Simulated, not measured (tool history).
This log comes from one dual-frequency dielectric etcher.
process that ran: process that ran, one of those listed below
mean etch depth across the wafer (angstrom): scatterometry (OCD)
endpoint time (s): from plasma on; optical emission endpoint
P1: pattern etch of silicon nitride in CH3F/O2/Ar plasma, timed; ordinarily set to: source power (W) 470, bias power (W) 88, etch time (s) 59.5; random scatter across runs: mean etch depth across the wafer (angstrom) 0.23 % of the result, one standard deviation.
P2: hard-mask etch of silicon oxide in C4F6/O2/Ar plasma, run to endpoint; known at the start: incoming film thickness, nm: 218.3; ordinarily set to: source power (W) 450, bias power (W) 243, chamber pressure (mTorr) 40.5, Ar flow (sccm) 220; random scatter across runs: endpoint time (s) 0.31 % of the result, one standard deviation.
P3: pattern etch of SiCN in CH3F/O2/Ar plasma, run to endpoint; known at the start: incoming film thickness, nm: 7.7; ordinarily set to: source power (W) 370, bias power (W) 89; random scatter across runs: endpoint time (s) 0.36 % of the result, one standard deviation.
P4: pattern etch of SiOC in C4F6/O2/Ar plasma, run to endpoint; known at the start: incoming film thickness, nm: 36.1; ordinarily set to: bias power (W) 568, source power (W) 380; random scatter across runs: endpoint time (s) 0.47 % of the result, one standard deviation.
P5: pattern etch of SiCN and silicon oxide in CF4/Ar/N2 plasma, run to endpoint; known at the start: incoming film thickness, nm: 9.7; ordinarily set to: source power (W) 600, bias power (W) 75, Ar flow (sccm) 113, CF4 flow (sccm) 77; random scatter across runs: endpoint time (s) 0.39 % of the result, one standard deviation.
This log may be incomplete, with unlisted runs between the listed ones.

run,day,process that ran,source power (W),bias power (W),etch time (s),Ar flow (sccm),CF4 flow (sccm),chamber pressure (mTorr),hours since the last wet clean,hours since the last source power generator calibration,hours since the last bias power generator calibration,mean etch depth across the wafer (angstrom),endpoint time (s)
1,0.504,P1,470,88,59.5,,,,316.7,1781.9,1293.4,482.56,
2,0.983,P1,470,58,59.5,,,,328.2,1793.4,1304.9,416.06,
3,1.483,P1,470,112,59.5,,,,340.2,1805.4,1316.9,525.11,
4,2.121,P5,830,75,,113,77,,355.5,1820.7,1332.2,,6.6358
5,2.750,P1,630,88,59.5,,,,370.6,1835.8,1347.3,538.19,
6,3.179,P5,600,75,,113,51,,380.9,1846.1,1357.6,,9.3988
7,3.750,P1,470,88,34.5,,,,394.6,1859.8,1371.3,278.78,
8,4.154,P1,310,88,37.0,,,,404.3,1869.5,1381.0,255.40,
9,4.529,P3,370,89,,,,,413.3,1878.5,1390.0,,20.1240
10,4.938,P1,590,88,32.5,,,,423.1,1888.3,1399.8,287.13,
11,5.438,P4,380,568,,,,,435.1,1900.3,1411.8,,12.0500
12,5.850,P2,450,243,,307,,40.5,445.0,1910.2,1421.7,,63.3810
13,6.238,P2,450,243,,220,,55.0,454.3,1919.5,1431.0,,63.5010
14,6.579,P2,340,243,,220,,40.5,462.5,1927.7,1439.2,,68.2660
15,6.917,P2,450,243,,220,,40.5,470.6,1935.8,1447.3,,61.4450
16,7.346,P4,210,568,,,,,480.9,1946.1,1457.6,,14.9130
17,7.679,P1,470,88,59.5,,,,488.9,1954.1,1465.6,480.94,
18,8.246,P1,470,88,59.5,,,,502.5,1967.7,1479.2,481.47,
19,8.842,P4,380,568,,,,,516.8,1982.0,1493.5,,11.9530
20,9.404,P5,600,51,,113,77,,530.3,1995.5,1507.0,,10.0200
21,10.004,P4,380,723,,,,,544.7,2009.9,1521.4,,10.9790
22,10.446,P3,370,89,,,,,555.3,2020.5,1532.0,,20.1380
23,10.850,P1,470,88,87.0,,,,565.0,2030.2,1541.7,704.33,
24,11.221,P3,490,89,,,,,573.9,2039.1,1550.6,,18.0830
25,11.812,P2,450,292,,220,,40.5,588.1,2053.3,1564.8,,57.7440
26,12.238,P1,340,88,59.5,,,,598.3,2063.5,1575.0,426.71,
27,12.883,P1,470,88,59.5,,,,613.8,2079.0,1590.5,483.43,
28,13.179,P1,470,88,59.5,,,,620.9,2086.1,1597.6,482.97,
29,13.554,P5,600,75,,142,77,,629.9,2095.1,1606.6,,9.1909
30,13.992,P1,470,88,59.5,,,,640.4,2105.6,1617.1,481.07,
31,14.488,P1,470,88,59.5,,,,652.3,2117.5,1629.0,481.38,
32,15.025,P3,370,54,,,,,665.2,2130.4,1641.9,,23.8650
33,15.467,P5,600,75,,113,77,,675.8,2141.0,1652.5,,8.8265
34,16.029,P1,470,88,59.5,,,,689.3,2154.5,1666.0,480.08,
35,16.512,P1,470,88,59.5,,,,700.9,2166.1,1677.6,475.69,
36,16.888,P1,470,88,59.5,,,,709.9,2175.1,1686.6,477.59,
# day 17.179: wet clean of the chamber
37,17.221,P1,470,88,59.5,,,,1.1,2183.1,1694.6,476.26,
38,17.671,P1,470,88,59.5,,,,11.9,2193.9,1705.4,475.08,
39,18.279,P1,470,88,59.5,,,,26.5,2208.5,1720.0,475.61,
40,18.625,P1,470,88,59.5,,,,34.8,2216.8,1728.3,475.30,
41,19.242,P1,470,88,59.5,,,,49.6,2231.6,1743.1,473.12,

The output of P1 has drifted from where it used to be. Each of the 2 causes below, taken at the size shown beside it, accounts for the log equally well:
A: source power that arrives under what is set, % = 3.91
B: bias power that arrives under what is set, % = 4.17
The process output started creeping at around day 16.029.
Ruled out, with reasons:
chamber walls in a state that lowers the etch rate, %: work on it at day 17.179, done after the drift set in, did not restore what the process gave before

Which of the check runs below tells the causes apart, meaning the causes would give it clearly different results? Each run uses 2 wafers whose results are averaged, and each result is shown as a question mark.
check 1,19.858,P2,450,243,,274,,40.5,,,,,?
check 2,19.858,P3,490,56,,,,,,,,,?
check 3,19.858,P5,600,75,,134,77,,,,,,?
check 4,19.858,P4,310,568,,,,,,,,,?

Predicted outcomes, by check and by cause:
check,result,if A,if B
check 1,endpoint time (s),63.7870,63.7130
check 2,endpoint time (s),21.5750,21.5430
check 3,endpoint time (s),9.3918,9.2009
check 4,endpoint time (s),13.1330,13.1560
Distance between the nearest two causes, measured in the result of the check that separates them most: check 1 0.12 %; check 2 0.15 %; check 3 2.05 %; check 4 0.18 %
Of the check runs offered, only check 3 discriminates between the causes; the rest would read about the same regardless of which cause applies.

With check 3 done, the readings were: endpoint time (s) 9.2141. Identify which of the listed causes applies.

Of the candidate causes, it is B: bias power that arrives under what is set, %.

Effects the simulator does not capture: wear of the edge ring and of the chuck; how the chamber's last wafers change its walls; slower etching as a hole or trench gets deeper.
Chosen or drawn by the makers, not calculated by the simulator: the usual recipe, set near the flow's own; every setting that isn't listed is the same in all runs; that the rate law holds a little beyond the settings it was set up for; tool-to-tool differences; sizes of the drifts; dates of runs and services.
